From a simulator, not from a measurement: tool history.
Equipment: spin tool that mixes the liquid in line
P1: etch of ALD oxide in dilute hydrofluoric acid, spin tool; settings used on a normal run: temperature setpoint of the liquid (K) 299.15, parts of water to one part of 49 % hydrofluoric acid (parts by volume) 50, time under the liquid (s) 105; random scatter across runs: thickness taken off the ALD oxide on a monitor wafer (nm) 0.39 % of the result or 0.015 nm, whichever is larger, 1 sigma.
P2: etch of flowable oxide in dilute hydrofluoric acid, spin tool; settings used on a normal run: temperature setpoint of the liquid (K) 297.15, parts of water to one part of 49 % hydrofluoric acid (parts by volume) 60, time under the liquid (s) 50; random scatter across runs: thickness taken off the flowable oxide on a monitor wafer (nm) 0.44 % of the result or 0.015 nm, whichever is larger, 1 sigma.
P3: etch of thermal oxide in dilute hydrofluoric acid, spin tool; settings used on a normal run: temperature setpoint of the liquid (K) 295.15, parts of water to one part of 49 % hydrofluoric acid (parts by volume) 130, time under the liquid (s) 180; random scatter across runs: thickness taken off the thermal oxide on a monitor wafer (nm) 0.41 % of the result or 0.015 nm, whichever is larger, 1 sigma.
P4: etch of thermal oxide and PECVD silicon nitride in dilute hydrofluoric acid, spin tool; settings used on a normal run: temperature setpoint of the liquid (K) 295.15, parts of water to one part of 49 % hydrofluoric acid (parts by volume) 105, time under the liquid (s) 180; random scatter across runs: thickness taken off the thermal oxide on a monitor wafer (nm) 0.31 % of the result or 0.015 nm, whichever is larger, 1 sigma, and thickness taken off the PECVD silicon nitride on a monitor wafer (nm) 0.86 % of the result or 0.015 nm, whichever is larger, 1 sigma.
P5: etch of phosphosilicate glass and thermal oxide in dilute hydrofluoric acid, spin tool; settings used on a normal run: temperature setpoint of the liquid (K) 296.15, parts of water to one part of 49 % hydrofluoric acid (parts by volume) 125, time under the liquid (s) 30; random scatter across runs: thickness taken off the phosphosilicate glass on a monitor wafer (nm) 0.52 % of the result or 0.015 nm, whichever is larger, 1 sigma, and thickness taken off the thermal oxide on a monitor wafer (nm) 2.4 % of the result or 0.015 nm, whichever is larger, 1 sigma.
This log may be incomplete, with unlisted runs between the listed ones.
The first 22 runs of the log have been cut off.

run,hour,process that ran,temperature setpoint of the liquid (K),parts of water to one part of 49 % hydrofluoric acid (parts by volume),time under the liquid (s),thickness taken off the ALD oxide on a monitor wafer (nm),thickness taken off the flowable oxide on a monitor wafer (nm),thickness taken off the phosphosilicate glass on a monitor wafer (nm),thickness taken off the thermal oxide on a monitor wafer (nm),thickness taken off the PECVD silicon nitride on a monitor wafer (nm)
23,160.3,P1,299.15,30,105,40.829,,,,
24,167.3,P1,299.15,50,15,3.4508,,,,
25,175.5,P5,296.15,125,30,,,32.584,1.0156,
26,183.8,P3,295.15,130,180,,,,6.1075,
27,187.8,P4,295.15,105,15,,,,0.64011,0.24074
28,193,P1,299.15,50,105,23.823,,,,
29,199.8,P3,302.65,130,180,,,,8.1217,
30,208.2,P4,295.15,105,180,,,,7.5111,2.876
31,214.8,P2,297.15,60,50,,37.434,,,

Predict the results of run 32:
32,220.1,P1,299.15,50,105,?,,,,

thickness taken off the ALD oxide on a monitor wafer (nm): 23.912

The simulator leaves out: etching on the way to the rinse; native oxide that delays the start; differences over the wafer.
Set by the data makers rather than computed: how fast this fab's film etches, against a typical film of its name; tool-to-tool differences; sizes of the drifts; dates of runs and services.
